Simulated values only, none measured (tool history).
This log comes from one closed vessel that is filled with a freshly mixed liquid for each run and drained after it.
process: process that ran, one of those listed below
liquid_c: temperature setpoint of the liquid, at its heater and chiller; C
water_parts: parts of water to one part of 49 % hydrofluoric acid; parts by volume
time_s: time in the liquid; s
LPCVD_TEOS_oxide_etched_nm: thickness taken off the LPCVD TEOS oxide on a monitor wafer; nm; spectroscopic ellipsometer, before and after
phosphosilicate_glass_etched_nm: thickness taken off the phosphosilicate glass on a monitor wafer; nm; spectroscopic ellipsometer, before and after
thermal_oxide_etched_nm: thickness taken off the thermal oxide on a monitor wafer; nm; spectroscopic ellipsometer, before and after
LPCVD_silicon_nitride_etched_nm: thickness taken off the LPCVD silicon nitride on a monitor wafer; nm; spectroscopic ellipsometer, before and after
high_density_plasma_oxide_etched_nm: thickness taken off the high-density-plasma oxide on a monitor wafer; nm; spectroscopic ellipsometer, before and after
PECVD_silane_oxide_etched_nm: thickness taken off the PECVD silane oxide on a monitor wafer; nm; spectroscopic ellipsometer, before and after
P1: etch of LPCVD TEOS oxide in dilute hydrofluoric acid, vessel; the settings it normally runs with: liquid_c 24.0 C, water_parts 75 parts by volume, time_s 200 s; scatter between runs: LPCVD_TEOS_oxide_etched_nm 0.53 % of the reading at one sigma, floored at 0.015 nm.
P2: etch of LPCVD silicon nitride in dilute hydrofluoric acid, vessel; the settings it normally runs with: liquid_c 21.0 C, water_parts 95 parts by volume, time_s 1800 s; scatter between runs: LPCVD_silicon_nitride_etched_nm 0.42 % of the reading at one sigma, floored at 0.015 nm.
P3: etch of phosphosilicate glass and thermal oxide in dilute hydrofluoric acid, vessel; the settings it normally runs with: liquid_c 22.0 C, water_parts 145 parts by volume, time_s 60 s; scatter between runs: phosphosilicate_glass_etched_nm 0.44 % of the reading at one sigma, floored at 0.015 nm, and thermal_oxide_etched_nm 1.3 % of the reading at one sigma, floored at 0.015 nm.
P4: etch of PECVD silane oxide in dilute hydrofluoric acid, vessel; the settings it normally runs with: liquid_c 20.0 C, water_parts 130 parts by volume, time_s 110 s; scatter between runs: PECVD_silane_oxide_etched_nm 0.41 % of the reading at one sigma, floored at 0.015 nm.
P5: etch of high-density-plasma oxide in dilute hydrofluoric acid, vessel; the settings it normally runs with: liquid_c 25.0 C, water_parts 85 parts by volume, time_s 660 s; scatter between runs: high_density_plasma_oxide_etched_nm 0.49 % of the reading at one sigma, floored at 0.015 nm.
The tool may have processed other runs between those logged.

run	hour	process	liquid_c	water_parts	time_s	hours since the thermometer was replaced	hours since the hydrofluoric acid flow meter was replaced	LPCVD_TEOS_oxide_etched_nm	phosphosilicate_glass_etched_nm	thermal_oxide_etched_nm	LPCVD_silicon_nitride_etched_nm	high_density_plasma_oxide_etched_nm	PECVD_silane_oxide_etched_nm
1	15.0	P1	24.0	75	200	758.4	314.2	48.952					
2	25.8	P3	18.0	145	60	769.2	325.0		25.257	1.3958			
3	36.9	P2	25.5	95	1800	780.3	336.1				11.25300		
4	46.0	P5	25.0	150	660	789.4	345.2					21.940	
5	54.4	P1	30.5	75	330	797.8	353.6	104.530					
6	63.4	P1	24.0	125	200	806.8	362.6	27.587					
7	75.3	P1	24.0	75	200	818.7	374.5	49.020					
8	82.1	P1	24.0	75	200	825.5	381.3	48.641					
9	92.6	P1	24.0	75	200	836.0	391.8	49.548					
10	104.0	P1	24.0	75	335	847.4	403.2	82.609					
11	111.9	P5	25.0	85	660	855.3	411.1					41.795	
12	122.1	P1	29.5	75	200	865.5	421.3	60.845					
13	129.8	P1	24.0	20	200	873.2	429.0	198.530					
14	137.7	P3	22.0	40	60	881.1	436.9		122.580	6.5198			
15	144.7	P2	21.0	95	1800	888.1	443.9				8.34780		
16	160.1	P3	22.0	145	60	903.5	459.3		29.799	1.6125			
17	173.8	P2	21.0	150	1800	917.2	473.0				5.29900		
# hour 183.9: hydrofluoric acid flow meter replaced
18	185.6	P3	22.0	145	60	929.0	1.8		29.910	1.6117			
19	198.2	P4	20.0	210	110	941.6	14.4						12.0720
20	209.2	P2	21.0	95	125	952.6	25.4				0.57093		
21	216.8	P4	20.0	130	110	960.2	33.0						21.1700
22	227.9	P4	17.0	130	110	971.3	44.1						18.7210
23	242.1	P3	22.0	145	30	985.5	58.3		14.896	0.7913			
24	249.2	P4	20.0	130	30	992.6	65.4						5.7592
25	264.6	P1	18.5	75	200	1008.0	80.8	39.077					
26	276.7	P4	20.0	130	110	1020.1	92.9						21.0550
27	283.8	P1	24.0	35	325	1027.2	100.0	179.940					
28	291.6	P5	25.0	85	990	1035.0	107.8					62.550	
29	306.7	P1	24.0	75	200	1050.1	122.9	49.346					
30	320.0	P5	33.0	85	660	1063.4	136.2					56.879	
31	331.2	P1	24.0	30	30	1074.6	147.4	19.629					
32	338.3	P2	21.0	95	1800	1081.7	154.5				8.33540		
33	352.9	P1	24.0	75	50	1096.3	169.1	12.236					
34	367.4	P1	24.0	75	200	1110.8	183.6	49.235					
35	381.0	P1	24.0	75	200	1124.4	197.2	47.718					
36	395.0	P1	24.0	75	200	1138.4	211.2	46.131					
37	408.6	P1	24.0	75	200	1152.0	224.8	45.715					
38	418.7	P1	24.0	75	200	1162.1	234.9	45.389					
39	430.3	P1	24.0	75	200	1173.7	246.5	45.146					
40	439.8	P1	24.0	75	200	1183.2	256.0	45.042					
41	447.1	P1	24.0	75	200	1190.5	263.3	45.270					
42	455.6	P1	24.0	75	200	1199.0	271.8	44.874					
43	470.0	P1	24.0	75	200	1213.4	286.2	44.711					

P1 no longer gives what it gave before; its output has crept away from where it was. The following 2 causes, each at its listed size, fit the log equally well:
A: hydrofluoric acid flow below the setpoint (%) = 7.85
B: liquid colder than its thermometer reads (K) = 2.21
The gradual shift began around hour 367.4.

4 check runs are offered, one wafer each, their results left as question marks. Which one tells the causes apart?
check 1	484.4	P3	22.0	145	60				?	?			
check 2	484.4	P5	25.0	85	660							?	
check 3	484.4	P4	20.0	130	110								?
check 4	484.4	P2	21.0	95	1800						?		

Predicted outcomes, by check and by cause:
check	result	if A	if B
check 1	phosphosilicate_glass_etched_nm	27.110	27.321
check 1	thermal_oxide_etched_nm	1.4708	1.4823
check 2	high_density_plasma_oxide_etched_nm	38.185	38.277
check 3	PECVD_silane_oxide_etched_nm	19.2550	19.3220
check 4	LPCVD_silicon_nitride_etched_nm	7.68590	7.15980
Minimum pairwise separation of causes per check, each pair taken at its best-separating result: check 1 0.77 %; check 2 0.24 %; check 3 0.35 %; check 4 7.09 %
The causes can be told apart only by check 4. The other checks would give nearly the same results under each of them.

Here is what check 4 returned: LPCVD_silicon_nitride_etched_nm 7.62220 nm. Which cause is it?

The cause is A: hydrofluoric acid flow below the setpoint (%).
